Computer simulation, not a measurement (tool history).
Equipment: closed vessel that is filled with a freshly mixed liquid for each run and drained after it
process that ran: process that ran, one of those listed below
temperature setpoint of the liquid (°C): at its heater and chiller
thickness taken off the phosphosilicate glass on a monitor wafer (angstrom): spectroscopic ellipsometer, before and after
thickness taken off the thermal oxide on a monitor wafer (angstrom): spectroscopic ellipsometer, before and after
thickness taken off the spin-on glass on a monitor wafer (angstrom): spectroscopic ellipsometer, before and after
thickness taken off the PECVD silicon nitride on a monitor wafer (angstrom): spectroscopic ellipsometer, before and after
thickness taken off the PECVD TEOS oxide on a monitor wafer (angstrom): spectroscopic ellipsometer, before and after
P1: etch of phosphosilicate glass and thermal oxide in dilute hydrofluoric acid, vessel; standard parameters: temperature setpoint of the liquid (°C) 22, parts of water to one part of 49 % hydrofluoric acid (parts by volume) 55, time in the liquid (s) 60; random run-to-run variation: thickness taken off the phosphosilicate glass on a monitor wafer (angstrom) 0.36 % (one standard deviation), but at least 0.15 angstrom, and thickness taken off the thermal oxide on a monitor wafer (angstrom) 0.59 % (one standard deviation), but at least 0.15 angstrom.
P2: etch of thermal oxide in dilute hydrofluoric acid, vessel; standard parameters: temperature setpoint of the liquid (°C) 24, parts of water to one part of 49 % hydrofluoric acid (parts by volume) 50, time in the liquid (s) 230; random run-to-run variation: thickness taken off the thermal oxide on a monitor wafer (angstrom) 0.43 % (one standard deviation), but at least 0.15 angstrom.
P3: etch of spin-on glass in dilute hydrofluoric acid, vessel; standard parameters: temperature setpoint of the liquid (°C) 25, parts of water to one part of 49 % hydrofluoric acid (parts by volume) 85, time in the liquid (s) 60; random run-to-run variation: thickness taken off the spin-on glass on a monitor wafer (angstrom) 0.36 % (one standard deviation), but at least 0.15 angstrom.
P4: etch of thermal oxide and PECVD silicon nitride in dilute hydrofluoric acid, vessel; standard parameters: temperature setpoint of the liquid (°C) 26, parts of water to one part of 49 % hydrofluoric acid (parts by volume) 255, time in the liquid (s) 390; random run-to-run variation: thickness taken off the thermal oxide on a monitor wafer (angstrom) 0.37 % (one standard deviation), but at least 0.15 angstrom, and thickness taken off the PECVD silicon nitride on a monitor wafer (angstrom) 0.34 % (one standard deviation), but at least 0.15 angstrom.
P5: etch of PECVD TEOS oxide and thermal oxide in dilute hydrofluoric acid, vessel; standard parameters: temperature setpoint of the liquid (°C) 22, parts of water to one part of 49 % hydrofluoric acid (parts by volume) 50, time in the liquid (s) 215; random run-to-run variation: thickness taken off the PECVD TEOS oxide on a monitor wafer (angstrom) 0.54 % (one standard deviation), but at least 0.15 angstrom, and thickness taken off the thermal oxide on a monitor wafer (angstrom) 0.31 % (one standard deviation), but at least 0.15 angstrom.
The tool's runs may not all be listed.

run	hour	process that ran	temperature setpoint of the liquid (°C)	parts of water to one part of 49 % hydrofluoric acid (parts by volume)	time in the liquid (s)	hours since the thermometer was replaced	hours since the hydrofluoric acid flow meter was replaced	thickness taken off the phosphosilicate glass on a monitor wafer (angstrom)	thickness taken off the thermal oxide on a monitor wafer (angstrom)	thickness taken off the spin-on glass on a monitor wafer (angstrom)	thickness taken off the PECVD silicon nitride on a monitor wafer (angstrom)	thickness taken off the PECVD TEOS oxide on a monitor wafer (angstrom)
1	12.7	P1	22	55	60	789.2	744.4	916.05	48.242			
2	28.4	P1	22	55	60	804.9	760.1	915.88	48.272			
3	41.3	P1	17	55	60	817.8	773	740.06	38.912			
4	54.1	P1	22	55	30	830.6	785.8	457.09	24.395			
5	67.9	P1	22	55	60	844.4	799.6	920.87	48.352			
6	75.9	P3	25	85	105	852.4	807.6			336.92		
7	86.7	P3	25	85	60	863.2	818.4			192.51		
# hour 99.1: thermometer replaced
8	99.8	P4	26	255	390	0.8	831.5		62.229		98.309	
9	110.3	P4	31.5	255	390	11.3	842		74.841		135.01	
10	127.6	P5	17	50	215	28.6	859.3		171.63			415.27
11	137.6	P4	26	385	390	38.6	869.3		36.418		64.157	
12	154.8	P2	18.5	50	230	55.8	886.5		190.5			
13	168.7	P2	24	50	360	69.7	900.4		378.05			
14	178.1	P3	18.5	85	60	79.1	909.8			146.9		
15	194.5	P2	24	50	230	95.5	926.2		239.32			
16	205.4	P1	26.5	55	60	106.4	937.1	1098.3	58.5			
17	220.3	P5	22	50	215	121.3	952		212.66			515.02
18	228.6	P1	22	95	60	129.6	960.3	504.32	26.531			
19	245.5	P5	22	50	410	146.5	977.2		404.07			984.63
20	259.2	P5	22	50	215	160.2	990.9		212.48			512.88
21	274.4	P5	22	75	215	175.4	1006.1		137.56			332.2
22	287	P4	26	255	745	188	1018.7		117.91		187.55	
23	300.5	P1	28	20	60	201.5	1032.2	3399.1	178.16			
24	316.4	P2	24	50	230	217.4	1048.1		240.28			
25	327.7	P1	22	55	60	228.7	1059.4	917.1	47.918			
26	337	P1	22	20	60	238	1068.7	2648.5	139.47			
27	349	P3	25	125	60	250	1080.7			124.63		
28	359.8	P1	22	55	90	260.8	1091.5	1378.5	72.78			
29	369	P1	22	55	60	270	1100.7	919.6	48.279			
30	377.3	P2	24	30	230	278.3	1109		410.7			
31	388.9	P1	22	55	60	289.9	1120.6	921.63	48.447			
32	396.8	P1	22	55	60	297.8	1128.5	942.8	49.804			
33	405.7	P1	22	55	60	306.7	1137.4	962.4	50.624			
34	418.8	P1	22	55	60	319.8	1150.5	988.79	52.127			
35	435.6	P1	22	55	60	336.6	1167.3	1005	52.247			
36	445.5	P1	22	55	60	346.5	1177.2	1001.4	52.75			
37	456.3	P1	22	55	60	357.3	1188	998.44	53.294			
38	463.8	P1	22	55	60	364.8	1195.5	1011.7	53.861			
39	477.7	P1	22	55	60	378.7	1209.4	1012.6	52.827			
40	492	P1	22	55	60	393	1223.7	1009.8	53.127			

The output of P1 has drifted from where it used to be. Each of the 2 causes below, taken at the size shown beside it, accounts for the log equally well:
A: liquid hotter than its thermometer reads (K) = 2.37
B: hydrofluoric acid flow above the setpoint (%) = 9.59
The gradual shift began around hour 388.9.

Consider the 4 single-wafer check runs listed below, results given as question marks: which one distinguishes between the causes by giving clearly different results for each?
check 1	506.3	P3	22	85	60					?		
check 2	506.3	P5	22	70	405				?			?
check 3	506.3	P2	19	50	310				?			
check 4	506.3	P4	26	335	540				?		?	

What every check run would give for each of its results, assuming each possible cause in turn:
check	result	if A	if B
check 1	thickness taken off the spin-on glass on a monitor wafer (angstrom)	187.34	188.27
check 2	thickness taken off the thermal oxide on a monitor wafer (angstrom)	308.04	308.81
check 2	thickness taken off the PECVD TEOS oxide on a monitor wafer (angstrom)	740.92	742.79
check 3	thickness taken off the thermal oxide on a monitor wafer (angstrom)	289.91	288.84
check 4	thickness taken off the thermal oxide on a monitor wafer (angstrom)	65.233	68.126
check 4	thickness taken off the PECVD silicon nitride on a monitor wafer (angstrom)	118.63	113.24
Separation of the two closest causes in each check, using whichever result separates them best: check 1 0.5 %; check 2 0.25 %; check 3 0.37 %; check 4 4.65 %
Check 4 is the one run that separates the causes; every other check would come out nearly the same whichever cause is at work.

After running check 4, the following was obtained: thickness taken off the thermal oxide on a monitor wafer (angstrom) 68.341; thickness taken off the PECVD silicon nitride on a monitor wafer (angstrom) 113.25. Which cause does this point to?

The correct cause is B, namely: hydrofluoric acid flow above the setpoint (%).

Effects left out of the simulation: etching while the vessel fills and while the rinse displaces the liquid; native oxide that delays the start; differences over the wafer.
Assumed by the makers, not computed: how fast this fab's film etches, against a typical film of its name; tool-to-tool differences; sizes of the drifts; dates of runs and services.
